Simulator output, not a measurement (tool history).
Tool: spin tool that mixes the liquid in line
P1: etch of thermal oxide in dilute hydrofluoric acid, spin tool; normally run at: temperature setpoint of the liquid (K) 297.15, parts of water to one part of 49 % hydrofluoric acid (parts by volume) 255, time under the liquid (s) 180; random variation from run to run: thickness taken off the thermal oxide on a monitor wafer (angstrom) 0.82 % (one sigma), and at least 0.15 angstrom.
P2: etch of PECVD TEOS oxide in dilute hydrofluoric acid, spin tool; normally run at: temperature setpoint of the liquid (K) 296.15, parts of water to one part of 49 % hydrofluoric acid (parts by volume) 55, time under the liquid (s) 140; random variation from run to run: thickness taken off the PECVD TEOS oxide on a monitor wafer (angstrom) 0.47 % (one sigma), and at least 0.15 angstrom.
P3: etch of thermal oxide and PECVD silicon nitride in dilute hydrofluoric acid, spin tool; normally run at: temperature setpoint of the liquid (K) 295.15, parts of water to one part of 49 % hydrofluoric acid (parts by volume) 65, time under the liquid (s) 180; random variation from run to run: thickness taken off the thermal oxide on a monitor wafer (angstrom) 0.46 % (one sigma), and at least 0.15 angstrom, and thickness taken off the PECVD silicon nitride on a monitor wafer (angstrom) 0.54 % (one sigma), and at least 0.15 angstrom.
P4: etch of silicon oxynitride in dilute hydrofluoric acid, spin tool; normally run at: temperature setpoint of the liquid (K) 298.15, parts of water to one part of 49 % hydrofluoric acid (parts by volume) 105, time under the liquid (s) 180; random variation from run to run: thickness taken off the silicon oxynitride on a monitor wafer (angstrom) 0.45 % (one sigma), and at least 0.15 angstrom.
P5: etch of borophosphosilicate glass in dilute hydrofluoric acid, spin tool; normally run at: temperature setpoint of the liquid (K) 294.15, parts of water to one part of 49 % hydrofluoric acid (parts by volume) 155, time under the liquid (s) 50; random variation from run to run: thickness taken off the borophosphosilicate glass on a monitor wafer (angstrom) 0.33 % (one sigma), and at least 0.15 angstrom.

run,hour,process that ran,temperature setpoint of the liquid (K),parts of water to one part of 49 % hydrofluoric acid (parts by volume),time under the liquid (s),thickness taken off the thermal oxide on a monitor wafer (angstrom),thickness taken off the borophosphosilicate glass on a monitor wafer (angstrom),thickness taken off the PECVD TEOS oxide on a monitor wafer (angstrom),thickness taken off the silicon oxynitride on a monitor wafer (angstrom),thickness taken off the PECVD silicon nitride on a monitor wafer (angstrom)
1,5.1,P1,297.15,255,180,26.576,,,,
2,10,P1,290.15,255,180,20.5,,,,
3,13.9,P1,297.15,255,180,26.116,,,,
4,17.4,P1,297.15,255,180,26.608,,,,
5,21.4,P5,290.15,155,50,,91.17,,,
6,24,P2,296.15,100,140,,,195.58,,
7,26.8,P1,305.15,255,180,34.283,,,,
8,29.3,P2,301.65,55,140,,,466.38,,
9,32,P4,298.15,105,355,,,,99.06,
10,35.8,P3,303.65,65,180,183.08,,,,192.36
11,38.3,P1,297.15,50,180,171.92,,,,
12,43.8,P2,296.15,55,40,,,108.25,,
13,49,P5,294.15,155,95,,202.35,,,
14,51.9,P5,294.15,155,50,,106.98,,,
15,54.5,P3,295.15,65,330,240.29,,,,202.3
16,58.6,P1,297.15,255,180,26.601,,,,
17,62.2,P4,298.15,185,180,,,,26.471,
18,67.7,P1,297.15,255,270,39.608,,,,
19,70.5,P1,293.65,255,265,34.554,,,,
20,73.6,P4,298.15,105,180,,,,49.776,
21,77.7,P3,295.15,25,180,358.75,,,,280.78
22,80.8,P2,296.15,55,140,,,375.19,,
23,84.9,P1,297.15,255,180,26.626,,,,
24,88.7,P1,290.15,255,75,8.7002,,,,
25,91.2,P5,294.15,285,50,,51.384,,,
26,95,P1,297.15,255,30,4.3944,,,,
27,98.5,P3,295.15,65,180,130.69,,,,110.71
# hour 102.1: thermometer replaced
28,102.9,P2,296.15,55,140,,,376.35,,
29,106.1,P4,303.65,105,180,,,,64.17,
30,111.4,P1,297.15,430,180,13.399,,,,
31,116,P1,297.15,255,180,26.502,,,,
32,121.3,P1,297.15,255,180,26.871,,,,
33,125,P1,297.15,255,180,27.789,,,,
34,130.4,P1,297.15,255,180,27.796,,,,
35,134,P1,297.15,255,180,27.67,,,,
36,138.8,P1,297.15,255,180,27.461,,,,
37,144,P1,297.15,255,180,28.143,,,,
38,149.2,P1,297.15,255,180,27.597,,,,
39,151.9,P1,297.15,255,180,28.059,,,,
40,155.5,P1,297.15,255,180,27.802,,,,

What P1 gives has crept away from where it was. These 2 causes fit the log equally well, each at the size given:
A: hydrofluoric acid flow above the setpoint (%) = 4.14
B: liquid hotter than its thermometer reads (K) = 1.44
The creep began at about hour 116.

4 check runs are offered, one wafer each, their results left as question marks. Which one tells the causes apart?
check 1,159.1,P5,290.15,240,50,,?,,,
check 2,159.1,P3,301.15,35,180,?,,,,?
check 3,159.1,P4,303.15,180,180,,,,?,
check 4,159.1,P2,300.15,85,140,,,?,,

What each check would give under each cause:
check,result,if A,if B
check 1,thickness taken off the borophosphosilicate glass on a monitor wafer (angstrom),57.063,57.452
check 2,thickness taken off the thermal oxide on a monitor wafer (angstrom),335.88,341.06
check 2,thickness taken off the PECVD silicon nitride on a monitor wafer (angstrom),314.75,332.56
check 3,thickness taken off the silicon oxynitride on a monitor wafer (angstrom),35.517,35.997
check 4,thickness taken off the PECVD TEOS oxide on a monitor wafer (angstrom),287.05,290.13
How far apart the two closest causes lie, in the result that separates them most: check 1 0.68 %; check 2 5.5 %; check 3 1.34 %; check 4 1.07 %
Only check 2 tells the causes apart: in the others they would give nearly the same result.

Then check 2 was run and gave: thickness taken off the thermal oxide on a monitor wafer (angstrom) 342.06; thickness taken off the PECVD silicon nitride on a monitor wafer (angstrom) 331.84. Which cause is it?

It is B: liquid hotter than its thermometer reads (K).

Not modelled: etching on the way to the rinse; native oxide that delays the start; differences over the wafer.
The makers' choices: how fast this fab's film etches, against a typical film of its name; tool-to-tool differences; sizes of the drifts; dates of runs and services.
